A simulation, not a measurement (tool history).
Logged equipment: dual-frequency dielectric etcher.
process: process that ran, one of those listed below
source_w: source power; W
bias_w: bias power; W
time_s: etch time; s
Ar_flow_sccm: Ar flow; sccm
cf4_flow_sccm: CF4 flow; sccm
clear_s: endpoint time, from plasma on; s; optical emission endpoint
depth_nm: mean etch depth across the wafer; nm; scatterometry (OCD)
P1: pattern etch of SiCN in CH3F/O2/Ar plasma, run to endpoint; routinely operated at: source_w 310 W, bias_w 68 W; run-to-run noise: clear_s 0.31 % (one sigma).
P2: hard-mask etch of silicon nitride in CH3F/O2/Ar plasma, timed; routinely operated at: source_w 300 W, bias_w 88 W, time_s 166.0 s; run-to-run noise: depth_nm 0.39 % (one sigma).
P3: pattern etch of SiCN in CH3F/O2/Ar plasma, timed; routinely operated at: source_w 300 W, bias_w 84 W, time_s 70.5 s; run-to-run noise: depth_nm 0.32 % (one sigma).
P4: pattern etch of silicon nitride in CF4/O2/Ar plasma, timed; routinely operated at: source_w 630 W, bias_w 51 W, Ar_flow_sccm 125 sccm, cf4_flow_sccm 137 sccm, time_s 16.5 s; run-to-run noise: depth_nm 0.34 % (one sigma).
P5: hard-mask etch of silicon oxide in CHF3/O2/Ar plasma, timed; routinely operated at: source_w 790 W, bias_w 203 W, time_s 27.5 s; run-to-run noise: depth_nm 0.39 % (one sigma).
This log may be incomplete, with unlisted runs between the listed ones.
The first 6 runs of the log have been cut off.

run,hour,process,source_w,bias_w,time_s,Ar_flow_sccm,cf4_flow_sccm,clear_s,depth_nm
7,53.4,P1,390,92,,,,19.612,
8,63.3,P1,380,92,,,,19.776,
9,69.9,P4,630,63,16.5,125,137,,42.998
10,76.9,P2,300,88,166.0,,,,117.810
11,83.6,P4,630,51,16.5,125,137,,39.769
12,88.2,P3,300,84,70.5,,,,24.284
13,92.8,P1,230,68,,,,26.580,
14,101.4,P1,310,68,,,,23.764,
15,110.1,P4,630,51,16.5,167,137,,38.080
16,118.4,P1,310,68,,,,23.806,
17,124.6,P4,630,51,16.5,125,101,,37.926
18,129.9,P1,310,68,,,,23.759,
19,137.1,P3,300,84,70.5,,,,24.351
20,146.5,P5,790,203,37.5,,,,87.286
21,155.8,P1,390,68,,,,21.686,
22,165.8,P4,630,51,16.5,125,137,,39.518
23,174.6,P4,630,51,24.0,125,137,,57.393
24,182.4,P5,790,203,27.5,,,,63.452

What does the tool deliver on the next run?
25,192.3,P3,300,84,105.5,,,,?

depth_nm: 36.524 nm
